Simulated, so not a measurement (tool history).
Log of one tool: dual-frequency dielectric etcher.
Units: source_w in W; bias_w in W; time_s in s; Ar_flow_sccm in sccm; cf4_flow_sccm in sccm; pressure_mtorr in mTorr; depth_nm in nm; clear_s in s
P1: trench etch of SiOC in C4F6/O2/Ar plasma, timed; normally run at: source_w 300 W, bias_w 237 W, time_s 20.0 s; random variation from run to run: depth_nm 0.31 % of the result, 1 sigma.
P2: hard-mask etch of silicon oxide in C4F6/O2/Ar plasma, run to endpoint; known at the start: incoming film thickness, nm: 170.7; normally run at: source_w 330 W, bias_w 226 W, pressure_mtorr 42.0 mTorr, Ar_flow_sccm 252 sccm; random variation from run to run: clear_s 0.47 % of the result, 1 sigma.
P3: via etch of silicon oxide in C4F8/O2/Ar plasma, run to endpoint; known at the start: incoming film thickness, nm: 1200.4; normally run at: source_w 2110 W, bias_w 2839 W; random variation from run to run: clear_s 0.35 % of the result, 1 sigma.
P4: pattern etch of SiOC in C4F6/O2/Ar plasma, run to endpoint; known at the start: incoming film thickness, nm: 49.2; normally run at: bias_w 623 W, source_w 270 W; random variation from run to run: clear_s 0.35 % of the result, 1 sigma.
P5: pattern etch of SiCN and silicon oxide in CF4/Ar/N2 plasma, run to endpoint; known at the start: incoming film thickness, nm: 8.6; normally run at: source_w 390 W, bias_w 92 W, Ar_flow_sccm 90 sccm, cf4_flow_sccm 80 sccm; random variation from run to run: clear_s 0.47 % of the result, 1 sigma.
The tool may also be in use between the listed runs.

run,hour,process,source_w,bias_w,time_s,Ar_flow_sccm,cf4_flow_sccm,pressure_mtorr,hours since the last wet clean,hours since the last source power generator calibration,hours since the last bias power generator calibration,depth_nm,clear_s
1,6.9,P1,300,237,20.0,,,,282.4,379.0,1521.4,39.526,
2,17.5,P1,170,237,20.0,,,,293.0,389.6,1532.0,31.891,
3,29.2,P5,390,92,,112,80,,304.7,401.3,1543.7,,10.2970
4,39.8,P4,270,460,,,,,315.3,411.9,1554.3,,19.8360
5,50.9,P1,300,175,14.5,,,,326.4,423.0,1565.4,25.979,
6,59.6,P3,1350,2839,,,,,335.1,431.7,1574.1,,238.2500
7,69.2,P3,2110,2839,,,,,344.7,441.3,1583.7,,200.4500
8,76.9,P1,300,237,20.0,,,,352.4,449.0,1591.4,39.426,
9,85.5,P1,300,237,29.0,,,,361.0,457.6,1600.0,57.350,
10,94.3,P2,460,226,,252,,42.0,369.8,466.4,1608.8,,48.9910
11,102.0,P1,300,187,20.0,,,,377.5,474.1,1616.5,36.511,
12,107.2,P1,300,237,12.5,,,,382.7,479.3,1621.7,24.720,
13,116.4,P4,270,623,,,,,391.9,488.5,1630.9,,17.8100
# hour 119.9: wet clean of the chamber
14,122.8,P3,2110,3732,,,,,3.0,494.9,1637.3,,184.2500
15,130.3,P5,390,55,,90,80,,10.5,502.4,1644.8,,11.8480
# hour 134.4: source power generator calibrated
16,138.1,P1,370,237,20.0,,,,18.3,3.7,1652.6,42.666,
17,149.1,P2,330,282,,252,,42.0,29.3,14.7,1663.6,,51.7440
18,160.1,P2,330,226,,252,,42.0,40.3,25.7,1674.6,,55.8430
19,170.7,P2,330,226,,252,,30.5,50.9,36.3,1685.2,,54.1400
20,182.1,P3,2110,2839,,,,,62.3,47.7,1696.6,,199.7200
21,189.8,P5,390,92,,90,64,,70.0,55.4,1704.3,,10.2600
22,199.1,P4,160,623,,,,,79.3,64.7,1713.6,,21.4970
23,204.4,P1,420,237,29.0,,,,84.6,70.0,1718.9,65.178,
24,214.2,P5,390,92,,90,80,,94.4,79.8,1728.7,,9.9982

Forecast run 25:
25,221.8,P1,300,237,20.0,,,,102.0,87.4,1736.3,?,

depth_nm: 39.722 nm
